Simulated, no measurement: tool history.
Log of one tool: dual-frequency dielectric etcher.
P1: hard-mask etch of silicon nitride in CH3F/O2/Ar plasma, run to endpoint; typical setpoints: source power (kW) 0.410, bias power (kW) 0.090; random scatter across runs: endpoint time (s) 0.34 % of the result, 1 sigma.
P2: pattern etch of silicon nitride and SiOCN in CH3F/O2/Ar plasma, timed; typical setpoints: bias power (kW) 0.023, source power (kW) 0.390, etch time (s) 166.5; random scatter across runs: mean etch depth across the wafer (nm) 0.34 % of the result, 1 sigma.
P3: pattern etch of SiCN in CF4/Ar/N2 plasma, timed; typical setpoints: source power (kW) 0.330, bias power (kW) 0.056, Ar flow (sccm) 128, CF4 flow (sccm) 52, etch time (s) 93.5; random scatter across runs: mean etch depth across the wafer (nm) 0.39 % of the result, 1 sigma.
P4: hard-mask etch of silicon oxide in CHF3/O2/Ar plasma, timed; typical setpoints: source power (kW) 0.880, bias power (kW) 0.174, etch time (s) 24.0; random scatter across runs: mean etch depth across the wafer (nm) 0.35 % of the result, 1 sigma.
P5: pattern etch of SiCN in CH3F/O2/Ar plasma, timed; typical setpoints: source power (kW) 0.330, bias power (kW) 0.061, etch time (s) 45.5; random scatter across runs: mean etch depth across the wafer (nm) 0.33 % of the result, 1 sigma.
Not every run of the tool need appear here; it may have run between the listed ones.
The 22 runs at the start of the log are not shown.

run     day  process that ran  source power (kW)  bias power (kW)  etch time (s)  Ar flow (sccm)  CF4 flow (sccm)  hours since the last wet clean  hours since the last source power generator calibration  hours since the last bias power generator calibration  endpoint time (s)  mean etch depth across the wafer (nm)
 23   8.912                P3              0.330            0.056           52.0             128               52                           323.2                                                   2083.6                                                 3344.8                                                   28.3730
 24   9.325                P5              0.250            0.061           45.5                                                            333.1                                                   2093.5                                                 3354.7                                                   13.7510
 25   9.608                P4              1.180            0.174           24.0                                                            339.9                                                   2100.3                                                 3361.5                                                   62.9530
 26  10.088                P2              0.390            0.023          105.0                                                            351.4                                                   2111.8                                                 3373.0                                                   14.2700
 27  10.412                P1              0.410            0.125                                                                           359.2                                                   2119.6                                                 3380.8             49.709
 28  10.667                P5              0.330            0.061           45.5                                                            365.3                                                   2125.7                                                 3386.9                                                   15.2380
 29  10.988                P1              0.410            0.090                                                                           373.0                                                   2133.4                                                 3394.6             56.303
 30  11.483                P3              0.330            0.056           93.5             101               52                           384.9                                                   2145.3                                                 3406.5                                                   52.9780
 31  12.058                P1              0.410            0.090                                                                           398.7                                                   2159.1                                                 3420.3             56.243
 32  12.625                P1              0.410            0.090                                                                           412.3                                                   2172.7                                                 3433.9             55.873
 33  12.879                P1              0.410            0.090                                                                           418.4                                                   2178.8                                                 3440.0             55.486

The next listed run, before its measurement:
 34  13.192                P1              0.410            0.090                                                                           425.9                                                   2186.3                                                 3447.5                  ?

For run 34 the tool returned endpoint time (s) 55.110.
